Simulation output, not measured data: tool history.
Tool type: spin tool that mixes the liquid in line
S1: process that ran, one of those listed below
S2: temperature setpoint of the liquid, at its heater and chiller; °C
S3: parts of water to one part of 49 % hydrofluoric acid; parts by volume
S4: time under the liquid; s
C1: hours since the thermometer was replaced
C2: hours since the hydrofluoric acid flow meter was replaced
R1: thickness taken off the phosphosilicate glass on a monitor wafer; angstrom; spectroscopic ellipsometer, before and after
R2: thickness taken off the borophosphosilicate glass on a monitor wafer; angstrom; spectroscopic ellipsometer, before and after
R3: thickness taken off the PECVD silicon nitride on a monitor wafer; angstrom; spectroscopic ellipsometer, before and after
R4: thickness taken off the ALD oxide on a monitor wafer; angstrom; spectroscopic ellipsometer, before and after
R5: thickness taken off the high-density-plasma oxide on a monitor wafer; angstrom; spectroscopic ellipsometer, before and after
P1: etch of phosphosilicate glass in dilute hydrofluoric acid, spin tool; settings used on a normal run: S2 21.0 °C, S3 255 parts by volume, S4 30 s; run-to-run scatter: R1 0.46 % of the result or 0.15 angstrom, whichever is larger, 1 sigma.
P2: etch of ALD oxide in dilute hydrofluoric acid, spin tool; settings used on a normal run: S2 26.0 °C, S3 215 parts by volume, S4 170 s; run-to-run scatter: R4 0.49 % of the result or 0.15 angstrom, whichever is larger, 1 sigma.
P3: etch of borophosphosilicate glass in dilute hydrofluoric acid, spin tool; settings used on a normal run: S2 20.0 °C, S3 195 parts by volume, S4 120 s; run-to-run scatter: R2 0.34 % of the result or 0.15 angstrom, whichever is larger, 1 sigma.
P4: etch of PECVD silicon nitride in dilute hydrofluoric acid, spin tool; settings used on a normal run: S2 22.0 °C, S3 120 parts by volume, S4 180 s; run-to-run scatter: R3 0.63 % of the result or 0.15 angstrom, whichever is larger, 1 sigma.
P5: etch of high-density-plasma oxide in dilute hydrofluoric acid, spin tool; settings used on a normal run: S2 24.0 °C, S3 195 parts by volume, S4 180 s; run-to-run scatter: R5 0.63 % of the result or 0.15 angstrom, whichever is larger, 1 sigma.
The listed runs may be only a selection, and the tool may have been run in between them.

run 1 day=0.121 | S1=P1 S2=21.0 S3=255 S4=30 | C1=2060.3 C2=370.0 | R1=172.560
run 2 day=0.238 | S1=P1 S2=17.0 S3=255 S4=30 | C1=2063.1 C2=372.8 | R1=149.200
run 3 day=0.367 | S1=P3 S2=20.0 S3=195 S4=30 | C1=2066.2 C2=375.9 | R2=46.007
-- day=0.446 hydrofluoric acid flow meter replaced
run 4 day=0.475 | S1=P4 S2=22.0 S3=20 S4=180 | C1=2068.8 C2=0.7 | R3=185.3300
run 5 day=0.583 | S1=P2 S2=26.0 S3=385 S4=170 | C1=2071.4 C2=3.3 | R4=38.414
run 6 day=0.692 | S1=P5 S2=17.0 S3=195 S4=180 | C1=2074.0 C2=5.9 | R5=40.446
run 7 day=0.817 | S1=P4 S2=22.0 S3=120 S4=180 | C1=2077.0 C2=8.9 | R3=32.2150
run 8 day=0.983 | S1=P1 S2=27.5 S3=345 S4=30 | C1=2081.0 C2=12.9 | R1=146.040
run 9 day=1.192 | S1=P5 S2=24.0 S3=195 S4=295 | C1=2086.0 C2=17.9 | R5=87.481
run 10 day=1.354 | S1=P2 S2=17.5 S3=215 S4=170 | C1=2089.9 C2=21.8 | R4=59.390
run 11 day=1.567 | S1=P3 S2=20.0 S3=195 S4=120 | C1=2095.0 C2=26.9 | R2=181.360
run 12 day=1.788 | S1=P1 S2=21.0 S3=125 S4=30 | C1=2100.3 C2=32.2 | R1=403.360
run 13 day=1.962 | S1=P2 S2=26.0 S3=215 S4=325 | C1=2104.5 C2=36.4 | R4=154.950
run 14 day=2.125 | S1=P4 S2=22.0 S3=120 S4=15 | C1=2108.4 C2=40.3 | R3=2.8197
run 15 day=2.262 | S1=P3 S2=17.0 S3=195 S4=120 | C1=2111.7 C2=43.6 | R2=161.170
run 16 day=2.442 | S1=P1 S2=21.0 S3=390 S4=30 | C1=2116.0 C2=47.9 | R1=99.779
run 17 day=2.583 | S1=P1 S2=21.0 S3=255 S4=30 | C1=2119.4 C2=51.3 | R1=173.550
run 18 day=2.700 | S1=P2 S2=26.0 S3=215 S4=170 | C1=2122.2 C2=54.1 | R4=81.847
run 19 day=2.896 | S1=P5 S2=24.0 S3=340 S4=180 | C1=2126.9 C2=58.8 | R5=26.015
run 20 day=2.996 | S1=P1 S2=21.0 S3=255 S4=60 | C1=2129.3 C2=61.2 | R1=345.510
run 21 day=3.133 | S1=P1 S2=21.0 S3=255 S4=30 | C1=2132.6 C2=64.5 | R1=172.560
run 22 day=3.254 | S1=P1 S2=25.0 S3=255 S4=15 | C1=2135.5 C2=67.4 | R1=100.110
run 23 day=3.467 | S1=P4 S2=28.0 S3=120 S4=180 | C1=2140.6 C2=72.5 | R3=47.4300
run 24 day=3.604 | S1=P5 S2=24.0 S3=195 S4=180 | C1=2143.9 C2=75.8 | R5=53.030
run 25 day=3.746 | S1=P3 S2=20.0 S3=335 S4=120 | C1=2147.3 C2=79.2 | R2=93.117
run 26 day=3.846 | S1=P1 S2=21.0 S3=255 S4=15 | C1=2149.7 C2=81.6 | R1=86.561
run 27 day=3.954 | S1=P1 S2=25.5 S3=255 S4=30 | C1=2152.3 C2=84.2 | R1=201.770
run 28 day=4.108 | S1=P1 S2=21.0 S3=255 S4=30 | C1=2156.0 C2=87.9 | R1=173.600
run 29 day=4.292 | S1=P2 S2=26.0 S3=215 S4=170 | C1=2160.4 C2=92.3 | R4=81.865
run 30 day=4.450 | S1=P1 S2=21.0 S3=255 S4=30 | C1=2164.2 C2=96.1 | R1=171.520
run 31 day=4.642 | S1=P1 S2=21.0 S3=255 S4=30 | C1=2168.8 C2=100.7 | R1=168.640
run 32 day=4.771 | S1=P1 S2=21.0 S3=255 S4=30 | C1=2171.9 C2=103.8 | R1=167.120
run 33 day=4.917 | S1=P1 S2=21.0 S3=255 S4=30 | C1=2175.4 C2=107.3 | R1=164.430
run 34 day=5.121 | S1=P1 S2=21.0 S3=255 S4=30 | C1=2180.3 C2=112.2 | R1=164.170
run 35 day=5.321 | S1=P1 S2=21.0 S3=255 S4=30 | C1=2185.1 C2=117.0 | R1=163.750
run 36 day=5.542 | S1=P1 S2=21.0 S3=255 S4=30 | C1=2190.4 C2=122.3 | R1=163.670
run 37 day=5.742 | S1=P1 S2=21.0 S3=255 S4=30 | C1=2195.2 C2=127.1 | R1=162.920
run 38 day=5.954 | S1=P1 S2=21.0 S3=255 S4=30 | C1=2200.3 C2=132.2 | R1=162.720
run 39 day=6.100 | S1=P1 S2=21.0 S3=255 S4=30 | C1=2203.8 C2=135.7 | R1=162.300
run 40 day=6.229 | S1=P1 S2=21.0 S3=255 S4=30 | C1=2206.9 C2=138.8 | R1=161.470

What P1 gives has crept away from where it was. These 2 causes fit the log equally well, each at the size given:
A: liquid colder than its thermometer reads (K) = 1.67
B: hydrofluoric acid flow below the setpoint (%) = 4.86
The gradual shift began around day 4.450.

Of the 4 check runs listed below, each run on one wafer and each result written as a question mark, which would let you distinguish the listed causes because they would give clearly different results?
run check 1 day=6.358 | S1=P3 S2=20.0 S3=270 S4=70 | R2=?
run check 2 day=6.358 | S1=P5 S2=17.0 S3=195 S4=180 | R5=?
run check 3 day=6.358 | S1=P2 S2=18.0 S3=215 S4=170 | R4=?
run check 4 day=6.358 | S1=P4 S2=28.0 S3=45 S4=180 | R3=?

Check results expected under each cause:
check=check_1 result=R2 if_A=67.157 if_B=67.171
check=check_2 result=R5 if_A=37.749 if_B=38.069
check=check_3 result=R4 if_A=56.371 if_B=56.714
check=check_4 result=R3 if_A=113.5200 if_B=120.6900
Minimum pairwise separation of causes per check, each pair taken at its best-separating result: check 1 0.02 %; check 2 0.84 %; check 3 0.61 %; check 4 6.13 %
The causes can be told apart only by check 4. The other checks would give nearly the same results under each of them.

Then check 4 was run and gave: R3 114.1600 angstrom. Which cause is it?

It is A: liquid colder than its thermometer reads (K).

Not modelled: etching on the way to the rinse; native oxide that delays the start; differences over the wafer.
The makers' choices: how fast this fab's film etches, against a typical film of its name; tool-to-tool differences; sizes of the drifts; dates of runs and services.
